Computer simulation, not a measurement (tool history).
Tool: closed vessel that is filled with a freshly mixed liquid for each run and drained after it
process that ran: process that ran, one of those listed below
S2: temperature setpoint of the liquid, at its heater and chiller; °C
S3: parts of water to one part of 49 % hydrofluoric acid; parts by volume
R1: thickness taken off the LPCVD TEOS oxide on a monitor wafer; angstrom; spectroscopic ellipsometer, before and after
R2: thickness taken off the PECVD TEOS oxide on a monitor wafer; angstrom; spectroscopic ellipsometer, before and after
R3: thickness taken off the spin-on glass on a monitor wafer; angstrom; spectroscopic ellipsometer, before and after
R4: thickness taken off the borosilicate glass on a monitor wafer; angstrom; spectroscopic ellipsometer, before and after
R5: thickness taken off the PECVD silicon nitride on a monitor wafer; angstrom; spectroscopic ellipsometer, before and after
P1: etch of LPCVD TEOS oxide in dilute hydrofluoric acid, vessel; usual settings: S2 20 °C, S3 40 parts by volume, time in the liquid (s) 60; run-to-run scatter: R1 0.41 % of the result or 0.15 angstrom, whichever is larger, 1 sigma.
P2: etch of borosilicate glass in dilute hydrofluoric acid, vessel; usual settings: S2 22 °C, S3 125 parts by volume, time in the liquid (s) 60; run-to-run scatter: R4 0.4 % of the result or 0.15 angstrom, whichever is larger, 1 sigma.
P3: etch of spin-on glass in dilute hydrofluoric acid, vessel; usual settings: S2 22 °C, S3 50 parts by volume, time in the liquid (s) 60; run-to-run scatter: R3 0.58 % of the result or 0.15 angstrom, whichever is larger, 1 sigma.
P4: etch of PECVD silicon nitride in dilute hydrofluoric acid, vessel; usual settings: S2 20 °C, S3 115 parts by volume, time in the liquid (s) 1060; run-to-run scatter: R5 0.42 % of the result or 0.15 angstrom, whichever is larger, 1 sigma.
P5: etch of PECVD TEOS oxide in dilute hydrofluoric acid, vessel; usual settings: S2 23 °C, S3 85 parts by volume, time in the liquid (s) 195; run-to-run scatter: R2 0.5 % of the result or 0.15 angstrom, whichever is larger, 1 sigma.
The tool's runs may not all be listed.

{"run": 1, "day": 0.262, "process that ran": "P1", "S2": 20, "S3": 40, "time in the liquid (s)": 60, "R1": 631.95}
{"run": 2, "day": 0.625, "process that ran": "P5", "S2": 23, "S3": 85, "time in the liquid (s)": 195, "R2": 361.62}
{"run": 3, "day": 0.875, "process that ran": "P1", "S2": 20, "S3": 40, "time in the liquid (s)": 60, "R1": 634.46}
{"run": 4, "day": 1.188, "process that ran": "P1", "S2": 17, "S3": 40, "time in the liquid (s)": 105, "R1": 975.21}
{"run": 5, "day": 1.55, "process that ran": "P5", "S2": 31, "S3": 85, "time in the liquid (s)": 195, "R2": 493.14}
{"run": 6, "day": 1.754, "process that ran": "P1", "S2": 20, "S3": 20, "time in the liquid (s)": 60, "R1": 1307.7}
{"run": 7, "day": 2.017, "process that ran": "P3", "S2": 22, "S3": 50, "time in the liquid (s)": 60, "R3": 400.81}
{"run": 8, "day": 2.262, "process that ran": "P3", "S2": 26.5, "S3": 50, "time in the liquid (s)": 60, "R3": 481.7}
{"run": 9, "day": 2.625, "process that ran": "P1", "S2": 27, "S3": 40, "time in the liquid (s)": 60, "R1": 845.81}
{"run": 10, "day": 2.979, "process that ran": "P2", "S2": 22, "S3": 125, "time in the liquid (s)": 30, "R4": 89.14}
{"run": 11, "day": 3.192, "process that ran": "P4", "S2": 17, "S3": 115, "time in the liquid (s)": 1060, "R5": 174.04}
{"run": 12, "day": 3.475, "process that ran": "P1", "S2": 20, "S3": 40, "time in the liquid (s)": 60, "R1": 634.59}
{"run": 13, "day": 3.808, "process that ran": "P5", "S2": 23, "S3": 85, "time in the liquid (s)": 360, "R2": 667.8}
{"run": 14, "day": 4.029, "process that ran": "P5", "S2": 23, "S3": 135, "time in the liquid (s)": 195, "R2": 214.32}
{"run": 15, "day": 4.358, "process that ran": "P1", "S2": 17, "S3": 40, "time in the liquid (s)": 60, "R1": 558.44}
{"run": 16, "day": 4.571, "process that ran": "P1", "S2": 20, "S3": 40, "time in the liquid (s)": 60, "R1": 633.5}
{"run": 17, "day": 4.775, "process that ran": "P4", "S2": 20, "S3": 115, "time in the liquid (s)": 1060, "R5": 213.79}
{"run": 18, "day": 4.992, "process that ran": "P4", "S2": 20, "S3": 115, "time in the liquid (s)": 1060, "R5": 211.82}
{"run": 19, "day": 5.183, "process that ran": "P1", "S2": 20, "S3": 40, "time in the liquid (s)": 115, "R1": 1207}
{"run": 20, "day": 5.433, "process that ran": "P4", "S2": 20, "S3": 115, "time in the liquid (s)": 1755, "R5": 351.79}
{"run": 21, "day": 5.612, "process that ran": "P3", "S2": 22, "S3": 50, "time in the liquid (s)": 90, "R3": 602.15}
{"run": 22, "day": 5.838, "process that ran": "P3", "S2": 22, "S3": 20, "time in the liquid (s)": 60, "R3": 1051.6}
{"run": 23, "day": 6.179, "process that ran": "P3", "S2": 22, "S3": 50, "time in the liquid (s)": 60, "R3": 401.31}
{"run": 24, "day": 6.367, "process that ran": "P2", "S2": 22, "S3": 175, "time in the liquid (s)": 60, "R4": 120.42}
{"run": 25, "day": 6.667, "process that ran": "P1", "S2": 20, "S3": 65, "time in the liquid (s)": 60, "R1": 378.22}
{"day": 6.721, "done": "thermometer replaced"}
{"run": 26, "day": 6.946, "process that ran": "P2", "S2": 22, "S3": 125, "time in the liquid (s)": 60, "R4": 179.53}
{"run": 27, "day": 7.292, "process that ran": "P1", "S2": 20, "S3": 40, "time in the liquid (s)": 30, "R1": 317.15}
{"run": 28, "day": 7.492, "process that ran": "P4", "S2": 20, "S3": 185, "time in the liquid (s)": 1060, "R5": 133.88}
{"run": 29, "day": 7.704, "process that ran": "P1", "S2": 24.5, "S3": 40, "time in the liquid (s)": 110, "R1": 1404.9}
{"run": 30, "day": 7.933, "process that ran": "P2", "S2": 29.5, "S3": 125, "time in the liquid (s)": 60, "R4": 236.5}
{"run": 31, "day": 8.292, "process that ran": "P1", "S2": 20, "S3": 40, "time in the liquid (s)": 60, "R1": 632.95}
{"run": 32, "day": 8.65, "process that ran": "P1", "S2": 20, "S3": 40, "time in the liquid (s)": 60, "R1": 610.44}
{"run": 33, "day": 8.908, "process that ran": "P1", "S2": 20, "S3": 40, "time in the liquid (s)": 60, "R1": 606.65}
{"run": 34, "day": 9.183, "process that ran": "P1", "S2": 20, "S3": 40, "time in the liquid (s)": 60, "R1": 600.76}
{"run": 35, "day": 9.562, "process that ran": "P1", "S2": 20, "S3": 40, "time in the liquid (s)": 60, "R1": 597.49}
{"run": 36, "day": 9.846, "process that ran": "P1", "S2": 20, "S3": 40, "time in the liquid (s)": 60, "R1": 600.06}
{"run": 37, "day": 10.121, "process that ran": "P1", "S2": 20, "S3": 40, "time in the liquid (s)": 60, "R1": 599.52}
{"run": 38, "day": 10.317, "process that ran": "P1", "S2": 20, "S3": 40, "time in the liquid (s)": 60, "R1": 599.68}

What P1 gives has crept away from where it was. These 2 causes fit the log equally well, each at the size given:
A: liquid colder than its thermometer reads (K) = 1.44
B: hydrofluoric acid flow below the setpoint (%) = 5.72
The creep began at about day 8.292.

4 check runs are offered, one wafer each, their results left as question marks. Which one tells the causes apart?
{"run": "check 1", "day": 10.512, "process that ran": "P4", "S2": 20, "S3": 115, "time in the liquid (s)": 1060, "R5": "?"}
{"run": "check 2", "day": 10.512, "process that ran": "P5", "S2": 23, "S3": 85, "time in the liquid (s)": 195, "R2": "?"}
{"run": "check 3", "day": 10.512, "process that ran": "P3", "S2": 22, "S3": 50, "time in the liquid (s)": 60, "R3": "?"}
{"run": "check 4", "day": 10.512, "process that ran": "P2", "S2": 22, "S3": 125, "time in the liquid (s)": 60, "R4": "?"}

What each check would give under each cause:
check=check_1 result=R5 if_A=192.84 if_B=200.82
check=check_2 result=R2 if_A=340.74 if_B=338.47
check=check_3 result=R3 if_A=378.55 if_B=377.76
check=check_4 result=R4 if_A=168.19 if_B=166.54
How far apart the two closest causes lie, in the result that separates them most: check 1 4.06 %; check 2 0.67 %; check 3 0.21 %; check 4 0.99 %
Only check 1 tells the causes apart: in the others they would give nearly the same result.

Then check 1 was run and gave: R5 199.51 angstrom. Which cause is it?

It is B: hydrofluoric acid flow below the setpoint (%).

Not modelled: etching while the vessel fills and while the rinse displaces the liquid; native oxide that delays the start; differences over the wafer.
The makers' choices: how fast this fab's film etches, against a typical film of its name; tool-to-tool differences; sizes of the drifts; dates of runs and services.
